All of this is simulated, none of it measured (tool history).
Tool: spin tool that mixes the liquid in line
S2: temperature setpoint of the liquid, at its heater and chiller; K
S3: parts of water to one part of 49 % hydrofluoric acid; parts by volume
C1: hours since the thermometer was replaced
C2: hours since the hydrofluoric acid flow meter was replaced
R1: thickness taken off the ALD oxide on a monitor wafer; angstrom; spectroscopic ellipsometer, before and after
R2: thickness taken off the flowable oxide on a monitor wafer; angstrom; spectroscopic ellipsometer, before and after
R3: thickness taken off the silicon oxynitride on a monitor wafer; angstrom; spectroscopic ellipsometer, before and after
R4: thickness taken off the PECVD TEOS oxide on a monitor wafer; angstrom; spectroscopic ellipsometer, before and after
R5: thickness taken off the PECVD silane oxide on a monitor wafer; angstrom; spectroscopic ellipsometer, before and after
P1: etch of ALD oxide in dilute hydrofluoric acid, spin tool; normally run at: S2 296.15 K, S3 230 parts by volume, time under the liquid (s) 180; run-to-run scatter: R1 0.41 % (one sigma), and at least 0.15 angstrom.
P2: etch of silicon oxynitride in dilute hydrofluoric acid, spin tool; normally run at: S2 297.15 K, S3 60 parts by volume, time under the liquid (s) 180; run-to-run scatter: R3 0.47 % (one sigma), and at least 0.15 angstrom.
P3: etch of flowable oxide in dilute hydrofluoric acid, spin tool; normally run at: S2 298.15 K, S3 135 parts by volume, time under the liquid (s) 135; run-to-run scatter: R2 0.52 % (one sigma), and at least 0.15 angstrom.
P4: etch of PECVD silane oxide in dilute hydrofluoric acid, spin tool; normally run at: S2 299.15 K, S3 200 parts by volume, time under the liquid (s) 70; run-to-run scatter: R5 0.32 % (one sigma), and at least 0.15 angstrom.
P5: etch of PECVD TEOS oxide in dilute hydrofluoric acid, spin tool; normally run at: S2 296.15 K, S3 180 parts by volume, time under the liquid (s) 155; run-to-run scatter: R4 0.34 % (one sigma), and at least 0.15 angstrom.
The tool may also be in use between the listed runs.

run 1 day=0.421 | process_that_ran=P1 S2=296.15 S3=230 time_under_the_liquid_(s)=180 | C1=619.7 C2=952.5 | R1=63.661
run 2 day=0.725 | process_that_ran=P3 S2=298.15 S3=250 time_under_the_liquid_(s)=135 | C1=627 C2=959.8 | R2=162.29
run 3 day=1.175 | process_that_ran=P2 S2=290.65 S3=60 time_under_the_liquid_(s)=180 | C1=637.8 C2=970.6 | R3=62.603
run 4 day=1.575 | process_that_ran=P1 S2=296.15 S3=325 time_under_the_liquid_(s)=180 | C1=647.4 C2=980.2 | R1=40.811
run 5 day=2.233 | process_that_ran=P3 S2=302.15 S3=135 time_under_the_liquid_(s)=135 | C1=663.2 C2=996 | R2=400.37
run 6 day=2.729 | process_that_ran=P1 S2=296.15 S3=230 time_under_the_liquid_(s)=180 | C1=675.1 C2=1007.9 | R1=63.384
run 7 day=3.267 | process_that_ran=P1 S2=296.15 S3=120 time_under_the_liquid_(s)=180 | C1=688 C2=1020.8 | R1=137.2
run 8 day=3.812 | process_that_ran=P5 S2=296.15 S3=180 time_under_the_liquid_(s)=240 | C1=701.1 C2=1033.9 | R4=181.54
run 9 day=4.229 | process_that_ran=P4 S2=291.65 S3=200 time_under_the_liquid_(s)=70 | C1=711.1 C2=1043.9 | R5=74.148
run 10 day=4.608 | process_that_ran=P2 S2=297.15 S3=60 time_under_the_liquid_(s)=90 | C1=720.2 C2=1053 | R3=42.987
run 11 day=5.029 | process_that_ran=P1 S2=296.15 S3=70 time_under_the_liquid_(s)=325 | C1=730.3 C2=1063.1 | R1=449.84
run 12 day=5.688 | process_that_ran=P3 S2=298.15 S3=135 time_under_the_liquid_(s)=135 | C1=746.1 C2=1078.9 | R2=341.97
run 13 day=6.138 | process_that_ran=P1 S2=296.15 S3=230 time_under_the_liquid_(s)=260 | C1=756.9 C2=1089.7 | R1=91.796
run 14 day=6.738 | process_that_ran=P2 S2=297.15 S3=60 time_under_the_liquid_(s)=180 | C1=771.3 C2=1104.1 | R3=85.777
run 15 day=7.083 | process_that_ran=P1 S2=296.15 S3=230 time_under_the_liquid_(s)=180 | C1=779.6 C2=1112.4 | R1=63.005
run 16 day=7.45 | process_that_ran=P1 S2=300.15 S3=230 time_under_the_liquid_(s)=180 | C1=788.4 C2=1121.2 | R1=73.025
run 17 day=7.821 | process_that_ran=P5 S2=290.65 S3=180 time_under_the_liquid_(s)=155 | C1=797.3 C2=1130.1 | R4=94.46
run 18 day=8.433 | process_that_ran=P2 S2=297.15 S3=60 time_under_the_liquid_(s)=180 | C1=812 C2=1144.8 | R3=86.129
run 19 day=8.867 | process_that_ran=P5 S2=296.15 S3=295 time_under_the_liquid_(s)=155 | C1=822.4 C2=1155.2 | R4=64.12
run 20 day=9.296 | process_that_ran=P1 S2=296.15 S3=230 time_under_the_liquid_(s)=180 | C1=832.7 C2=1165.5 | R1=62.973
run 21 day=9.629 | process_that_ran=P4 S2=299.15 S3=360 time_under_the_liquid_(s)=70 | C1=840.7 C2=1173.5 | R5=46.389
run 22 day=10.129 | process_that_ran=P2 S2=297.15 S3=105 time_under_the_liquid_(s)=180 | C1=852.7 C2=1185.5 | R3=46.988
run 23 day=10.808 | process_that_ran=P5 S2=296.15 S3=180 time_under_the_liquid_(s)=155 | C1=869 C2=1201.8 | R4=116.12
run 24 day=11.142 | process_that_ran=P1 S2=296.15 S3=230 time_under_the_liquid_(s)=85 | C1=877 C2=1209.8 | R1=29.619
run 25 day=11.838 | process_that_ran=P1 S2=296.15 S3=230 time_under_the_liquid_(s)=180 | C1=893.7 C2=1226.5 | R1=62.992
run 26 day=12.267 | process_that_ran=P4 S2=299.15 S3=200 time_under_the_liquid_(s)=70 | C1=904 C2=1236.8 | R5=97.636
run 27 day=12.671 | process_that_ran=P5 S2=296.15 S3=180 time_under_the_liquid_(s)=155 | C1=913.7 C2=1246.5 | R4=116.57
run 28 day=13.208 | process_that_ran=P4 S2=299.15 S3=200 time_under_the_liquid_(s)=130 | C1=926.6 C2=1259.4 | R5=182.55
run 29 day=13.604 | process_that_ran=P1 S2=291.15 S3=230 time_under_the_liquid_(s)=180 | C1=936.1 C2=1268.9 | R1=52.351
run 30 day=13.954 | process_that_ran=P3 S2=298.15 S3=135 time_under_the_liquid_(s)=195 | C1=944.5 C2=1277.3 | R2=494.65
run 31 day=14.383 | process_that_ran=P1 S2=296.15 S3=230 time_under_the_liquid_(s)=180 | C1=954.8 C2=1287.6 | R1=63.889
run 32 day=15.046 | process_that_ran=P1 S2=296.15 S3=230 time_under_the_liquid_(s)=180 | C1=970.7 C2=1303.5 | R1=61.622
run 33 day=15.721 | process_that_ran=P1 S2=296.15 S3=230 time_under_the_liquid_(s)=180 | C1=986.9 C2=1319.7 | R1=60.271
run 34 day=16.183 | process_that_ran=P1 S2=296.15 S3=230 time_under_the_liquid_(s)=180 | C1=998 C2=1330.8 | R1=59.922
run 35 day=16.838 | process_that_ran=P1 S2=296.15 S3=230 time_under_the_liquid_(s)=180 | C1=1013.7 C2=1346.5 | R1=59.231
run 36 day=17.5 | process_that_ran=P1 S2=296.15 S3=230 time_under_the_liquid_(s)=180 | C1=1029.6 C2=1362.4 | R1=58.168
run 37 day=18.129 | process_that_ran=P1 S2=296.15 S3=230 time_under_the_liquid_(s)=180 | C1=1044.7 C2=1377.5 | R1=58.689
run 38 day=18.746 | process_that_ran=P1 S2=296.15 S3=230 time_under_the_liquid_(s)=180 | C1=1059.5 C2=1392.3 | R1=58.481
run 39 day=19.279 | process_that_ran=P1 S2=296.15 S3=230 time_under_the_liquid_(s)=180 | C1=1072.3 C2=1405.1 | R1=58.571
run 40 day=19.75 | process_that_ran=P1 S2=296.15 S3=230 time_under_the_liquid_(s)=180 | C1=1083.6 C2=1416.4 | R1=58.214
run 41 day=20.267 | process_that_ran=P1 S2=296.15 S3=230 time_under_the_liquid_(s)=180 | C1=1096 C2=1428.8 | R1=58.181
run 42 day=20.929 | process_that_ran=P1 S2=296.15 S3=230 time_under_the_liquid_(s)=180 | C1=1111.9 C2=1444.7 | R1=57.926

What P1 gives has crept away from where it was. These 2 causes fit the log equally well, each at the size given:
A: hydrofluoric acid flow below the setpoint (%) = 6.74
B: liquid colder than its thermometer reads (K) = 2.33
The creep began at about day 14.383.

4 check runs are offered, each on 2 wafers whose results are averaged, their results left as question marks. Which one tells the causes apart?
run check 1 day=21.592 | process_that_ran=P3 S2=298.15 S3=225 time_under_the_liquid_(s)=135 | R2=?
run check 2 day=21.592 | process_that_ran=P5 S2=296.15 S3=265 time_under_the_liquid_(s)=155 | R4=?
run check 3 day=21.592 | process_that_ran=P4 S2=295.65 S3=300 time_under_the_liquid_(s)=70 | R5=?
run check 4 day=21.592 | process_that_ran=P2 S2=290.65 S3=105 time_under_the_liquid_(s)=180 | R3=?

What each check would give under each cause:
check=check_1 result=R2 if_A=169.62 if_B=169.98
check=check_2 result=R4 if_A=66.722 if_B=66.963
check=check_3 result=R5 if_A=47.634 if_B=47.937
check=check_4 result=R3 if_A=32.007 if_B=30.673
How far apart the two closest causes lie, in the result that separates them most: check 1 0.21 %; check 2 0.36 %; check 3 0.63 %; check 4 4.26 %
Check 4 tells the causes apart: in the others they would give nearly the same result.

Check 4 was then run and gave: R3 31.929 angstrom. Which cause is it?

It is A: hydrofluoric acid flow below the setpoint (%).

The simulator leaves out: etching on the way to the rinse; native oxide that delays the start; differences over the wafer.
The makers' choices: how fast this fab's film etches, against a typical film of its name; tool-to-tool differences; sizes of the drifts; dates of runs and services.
